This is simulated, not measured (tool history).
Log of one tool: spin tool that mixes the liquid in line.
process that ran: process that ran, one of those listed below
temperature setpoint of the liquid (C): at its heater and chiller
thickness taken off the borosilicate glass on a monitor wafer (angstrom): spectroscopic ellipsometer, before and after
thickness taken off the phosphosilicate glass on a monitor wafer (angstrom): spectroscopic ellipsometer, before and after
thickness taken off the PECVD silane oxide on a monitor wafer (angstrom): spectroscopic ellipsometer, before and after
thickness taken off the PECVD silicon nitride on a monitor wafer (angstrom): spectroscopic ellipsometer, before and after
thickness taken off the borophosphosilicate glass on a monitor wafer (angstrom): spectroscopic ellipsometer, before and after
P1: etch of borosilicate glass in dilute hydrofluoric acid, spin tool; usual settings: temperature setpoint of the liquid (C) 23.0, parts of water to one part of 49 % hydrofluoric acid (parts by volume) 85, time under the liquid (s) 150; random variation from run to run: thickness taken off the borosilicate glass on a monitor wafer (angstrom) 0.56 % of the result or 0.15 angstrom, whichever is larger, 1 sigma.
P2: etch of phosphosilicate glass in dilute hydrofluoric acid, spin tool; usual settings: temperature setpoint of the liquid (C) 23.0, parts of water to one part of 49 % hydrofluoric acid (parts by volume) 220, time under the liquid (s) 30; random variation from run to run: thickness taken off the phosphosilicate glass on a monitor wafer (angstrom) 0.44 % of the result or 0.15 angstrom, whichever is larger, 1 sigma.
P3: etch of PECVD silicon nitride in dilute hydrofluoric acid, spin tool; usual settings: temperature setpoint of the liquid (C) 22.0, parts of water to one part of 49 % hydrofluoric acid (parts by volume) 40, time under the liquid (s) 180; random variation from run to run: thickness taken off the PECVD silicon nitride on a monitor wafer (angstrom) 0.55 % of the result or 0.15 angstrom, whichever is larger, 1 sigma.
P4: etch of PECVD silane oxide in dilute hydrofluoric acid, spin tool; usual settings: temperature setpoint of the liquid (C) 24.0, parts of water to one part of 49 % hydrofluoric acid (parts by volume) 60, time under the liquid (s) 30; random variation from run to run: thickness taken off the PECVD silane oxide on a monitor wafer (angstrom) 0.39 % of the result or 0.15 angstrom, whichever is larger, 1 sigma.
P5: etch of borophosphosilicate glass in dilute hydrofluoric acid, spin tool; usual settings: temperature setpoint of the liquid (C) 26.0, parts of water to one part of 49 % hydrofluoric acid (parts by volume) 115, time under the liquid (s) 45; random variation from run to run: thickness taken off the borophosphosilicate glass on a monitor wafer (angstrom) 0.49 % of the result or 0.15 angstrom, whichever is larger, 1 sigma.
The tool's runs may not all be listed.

run,hour,process that ran,temperature setpoint of the liquid (C),parts of water to one part of 49 % hydrofluoric acid (parts by volume),time under the liquid (s),thickness taken off the borosilicate glass on a monitor wafer (angstrom),thickness taken off the phosphosilicate glass on a monitor wafer (angstrom),thickness taken off the PECVD silane oxide on a monitor wafer (angstrom),thickness taken off the PECVD silicon nitride on a monitor wafer (angstrom),thickness taken off the borophosphosilicate glass on a monitor wafer (angstrom)
1,16.4,P1,23.0,85,150,306.750,,,,
2,26.5,P2,23.0,220,30,,70.236,,,
3,42.8,P1,23.0,85,15,30.380,,,,
4,53.4,P1,17.5,85,150,242.630,,,,
5,64.2,P1,30.0,85,150,405.970,,,,
6,72.2,P4,30.0,60,30,,,177.72,,
7,79.8,P3,22.0,40,295,,,,182.240,
8,92.3,P3,22.0,55,180,,,,81.056,
9,102.1,P1,23.0,85,150,304.930,,,,
10,117.4,P1,23.0,85,150,307.370,,,,
11,131.4,P5,34.0,115,45,,,,,237.510
12,142.3,P1,23.0,125,150,197.400,,,,
13,154.0,P3,17.0,40,180,,,,78.942,
14,169.3,P1,19.0,130,150,161.390,,,,
15,179.7,P5,26.0,115,15,,,,,59.011
16,189.5,P5,26.0,115,45,,,,,178.140
17,200.4,P4,24.0,30,30,,,291.78,,
18,209.4,P2,17.0,220,30,,55.805,,,
19,221.1,P4,24.0,60,30,,,140.11,,
20,233.2,P1,23.0,85,150,305.780,,,,
21,243.4,P2,23.0,220,15,,34.644,,,
22,260.2,P1,30.0,85,60,159.570,,,,
23,271.9,P4,24.0,60,55,,,254.81,,
24,280.6,P1,23.0,85,150,308.520,,,,
25,294.2,P1,23.0,85,255,521.710,,,,
26,302.8,P1,23.0,20,150,1404.500,,,,
27,312.2,P5,26.0,180,45,,,,,104.740
28,323.1,P2,23.0,45,30,,417.150,,,
29,336.9,P2,23.0,220,30,,69.399,,,
30,345.5,P3,22.0,40,180,,,,113.230,
31,355.7,P1,28.0,85,15,37.282,,,,
32,363.7,P1,23.0,85,150,305.940,,,,

Run 33 comes next. What will it give?
33,378.9,P1,23.0,85,150,?,,,,

Run 33 gave thickness taken off the borosilicate glass on a monitor wafer (angstrom) 315.420.
